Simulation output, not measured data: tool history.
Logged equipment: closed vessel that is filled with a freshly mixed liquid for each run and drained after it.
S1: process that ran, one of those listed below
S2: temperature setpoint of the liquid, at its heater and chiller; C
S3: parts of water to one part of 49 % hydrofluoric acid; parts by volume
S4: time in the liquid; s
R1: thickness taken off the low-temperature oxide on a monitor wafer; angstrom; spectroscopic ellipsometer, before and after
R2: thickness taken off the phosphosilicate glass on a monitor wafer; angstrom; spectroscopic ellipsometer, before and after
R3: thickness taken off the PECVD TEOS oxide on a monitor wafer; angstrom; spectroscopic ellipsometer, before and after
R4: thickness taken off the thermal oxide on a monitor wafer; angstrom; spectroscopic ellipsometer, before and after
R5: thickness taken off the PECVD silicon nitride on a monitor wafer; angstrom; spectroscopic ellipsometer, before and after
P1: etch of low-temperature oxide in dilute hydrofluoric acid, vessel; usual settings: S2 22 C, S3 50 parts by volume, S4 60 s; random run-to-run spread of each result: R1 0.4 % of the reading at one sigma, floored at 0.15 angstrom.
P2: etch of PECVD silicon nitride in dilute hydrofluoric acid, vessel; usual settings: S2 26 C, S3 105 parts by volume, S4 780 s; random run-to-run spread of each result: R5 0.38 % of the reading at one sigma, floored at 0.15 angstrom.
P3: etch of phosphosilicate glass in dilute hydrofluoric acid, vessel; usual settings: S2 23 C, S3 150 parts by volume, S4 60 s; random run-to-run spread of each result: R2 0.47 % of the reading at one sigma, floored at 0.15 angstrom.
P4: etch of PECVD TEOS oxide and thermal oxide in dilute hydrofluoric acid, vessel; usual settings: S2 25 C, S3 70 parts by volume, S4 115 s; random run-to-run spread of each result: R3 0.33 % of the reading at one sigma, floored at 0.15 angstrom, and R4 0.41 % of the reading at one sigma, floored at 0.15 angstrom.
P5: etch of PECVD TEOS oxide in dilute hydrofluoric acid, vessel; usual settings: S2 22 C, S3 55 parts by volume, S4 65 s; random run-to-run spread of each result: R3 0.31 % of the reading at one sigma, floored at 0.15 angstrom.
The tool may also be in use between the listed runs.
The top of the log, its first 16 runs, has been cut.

run	day	S1	S2	S3	S4	R1	R2	R3	R4	R5
# day 2.721: thermometer replaced
17	2.804	P2	20	105	780					165
18	3.038	P1	22	50	60	287.99				
19	3.171	P2	26	105	780					245.71
20	3.275	P2	26	180	780					143.26
21	3.467	P4	25	70	220			987.01	165.16	
22	3.642	P1	17	50	60	234.44				
23	3.767	P1	22	30	60	496				
24	3.967	P5	22	20	65			850.02		
25	4.183	P1	22	90	60	153.3				
26	4.371	P5	26.5	55	65			355.83		
27	4.596	P1	29.5	50	60	390.51				
28	4.754	P1	22	50	60	289.66				
29	4.979	P3	23	275	60		102.96			
30	5.117	P1	22	50	60	287.28				
31	5.217	P1	22	50	60	293.57				
32	5.4	P1	22	50	60	298.39				
33	5.617	P1	22	50	60	299.87				
34	5.733	P1	22	50	60	303.67				
35	5.958	P1	22	50	60	307.32				
36	6.142	P1	22	50	60	308.42				
37	6.283	P1	22	50	60	308.89				
38	6.438	P1	22	50	60	310.41				

What does the tool deliver on the next run?
39	6.667	P1	22	50	60	?				

R1: 306.99 angstrom
